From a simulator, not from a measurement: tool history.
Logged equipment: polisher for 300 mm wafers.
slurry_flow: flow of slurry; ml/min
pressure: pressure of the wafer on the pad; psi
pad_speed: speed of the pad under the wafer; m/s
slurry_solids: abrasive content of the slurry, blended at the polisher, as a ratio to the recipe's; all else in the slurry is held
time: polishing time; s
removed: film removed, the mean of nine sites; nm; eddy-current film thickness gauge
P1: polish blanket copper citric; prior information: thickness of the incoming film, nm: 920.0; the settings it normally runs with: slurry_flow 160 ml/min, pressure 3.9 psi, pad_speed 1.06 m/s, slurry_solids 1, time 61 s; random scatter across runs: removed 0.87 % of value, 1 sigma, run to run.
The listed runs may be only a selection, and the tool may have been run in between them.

run,hour,slurry_flow,pressure,pad_speed,slurry_solids,time,wafers polished on this pad,hours since the slurry nozzle was cleaned,hours since the head pressure was calibrated,hours since the slurry blender was calibrated,removed
1,4.2,160,3.9,1.06,1,61,334,177.3,933.5,67.9,209.21
2,10.3,160,3.9,1.06,1,61,396,183.4,939.6,74,207.67
3,17,160,3.9,1.06,1,94,465,190.1,946.3,80.7,319.43
4,22,160,3.9,1.06,1,61,516,195.1,951.3,85.7,208.5
5,29.5,230,3.9,1.06,0.65,61,593,202.6,958.8,93.2,201.22
6,33.7,160,5.5,1.06,1,61,636,206.8,963,97.4,293.42
# hour 35.6: slurry nozzle cleaned
# hour 37.1: slurry blender recalibrated
7,41,95,3.9,1.06,1,61,711,5.5,970.3,3.9,185.19
8,47.7,160,3.9,1.46,1,61,779,12.2,977,10.6,287.95
9,54.2,160,3.9,1.06,1,61,846,18.7,983.5,17.1,211.95
10,61.8,160,3.9,1.06,0.55,61,924,26.3,991.1,24.7,182.73
11,66.8,160,3.9,1.06,1,61,975,31.3,996.1,29.7,206.96
12,70.2,160,3.9,0.48,1,61,1010,34.7,999.5,33.1,96.089
13,76.4,160,3.9,1.06,1.25,61,1073,40.9,1005.7,39.3,222.75
14,82.2,160,3.9,1.06,1,61,1132,46.7,1011.5,45.1,211.02
15,87.7,215,3.9,1.06,1,61,1189,52.2,1017,50.6,218.72
16,92.5,160,1.8,1.06,1,61,1238,57,1021.8,55.4,97.9
17,99.6,160,3.9,1.06,1,27,1311,64.1,1028.9,62.5,91.109
18,103.1,160,3.9,1.06,1,61,1346,67.6,1032.4,66,208.83
19,106.8,160,3.9,1.06,1,61,1384,71.3,1036.1,69.7,207.23
20,112.4,160,3.9,1.06,1,61,1442,76.9,1041.7,75.3,201.24
21,119.6,160,3.9,1.06,1,61,1515,84.1,1048.9,82.5,198.7
# hour 119.7: slurry blender recalibrated
22,124.2,160,3.9,1.06,1,61,1562,88.7,1053.5,4.6,195.63
23,127.7,160,3.9,1.06,1,61,1598,92.2,1057,8.1,193.97
# hour 130: worn pad replaced by a new one
24,131.4,160,3.9,1.06,1,61,14,95.9,1060.7,11.8,195.22
25,138.7,160,3.9,1.06,1,61,89,103.2,1068,19.1,192.53
26,143.1,160,3.9,1.06,1,61,134,107.6,1072.4,23.5,194.69

P1 no longer gives what it gave before; its output has crept away from where it was. The following 2 causes, each at its listed size, fit the log equally well:
A: slurry flow missing at the pad, % = 30.1
B: head's pressure below its setpoint, % = 6.73
The process output started creeping at around hour 106.8.
Excluded causes, each with its reason:
removal rate lost through wear of the pad, %: serviced after onset, at hour 130, with no recovery of the prior output
abrasive missing from the slurry, %: serviced after onset, at hour 119.7, with no recovery of the prior output

The 4 check runs listed below each average the results of 3 wafers, and their outcomes are marked with question marks. Under which run would the listed causes produce clearly different results?
check 1,147.5,160,3.9,1.06,0.55,61,,,,,?
check 2,147.5,160,1.8,1.06,1,61,,,,,?
check 3,147.5,95,3.9,1.06,1,76,,,,,?
check 4,147.5,160,3.9,0.48,1,61,,,,,?

Predicted outcomes, by check and by cause:
check,result,if A,if B
check 1,removed,171.46,171.47
check 2,removed,91.368,91.508
check 3,removed,208.45,217
check 4,removed,89.708,89.851
How far apart the two closest causes lie, in the result that separates them most: check 1 0.01 %; check 2 0.15 %; check 3 4.02 %; check 4 0.16 %
Check 3 is the one run that separates the causes; every other check would come out nearly the same whichever cause is at work.

Check 3 was then run and gave: removed 209.25 nm. Which cause is it?

It was cause A: slurry flow missing at the pad, %.

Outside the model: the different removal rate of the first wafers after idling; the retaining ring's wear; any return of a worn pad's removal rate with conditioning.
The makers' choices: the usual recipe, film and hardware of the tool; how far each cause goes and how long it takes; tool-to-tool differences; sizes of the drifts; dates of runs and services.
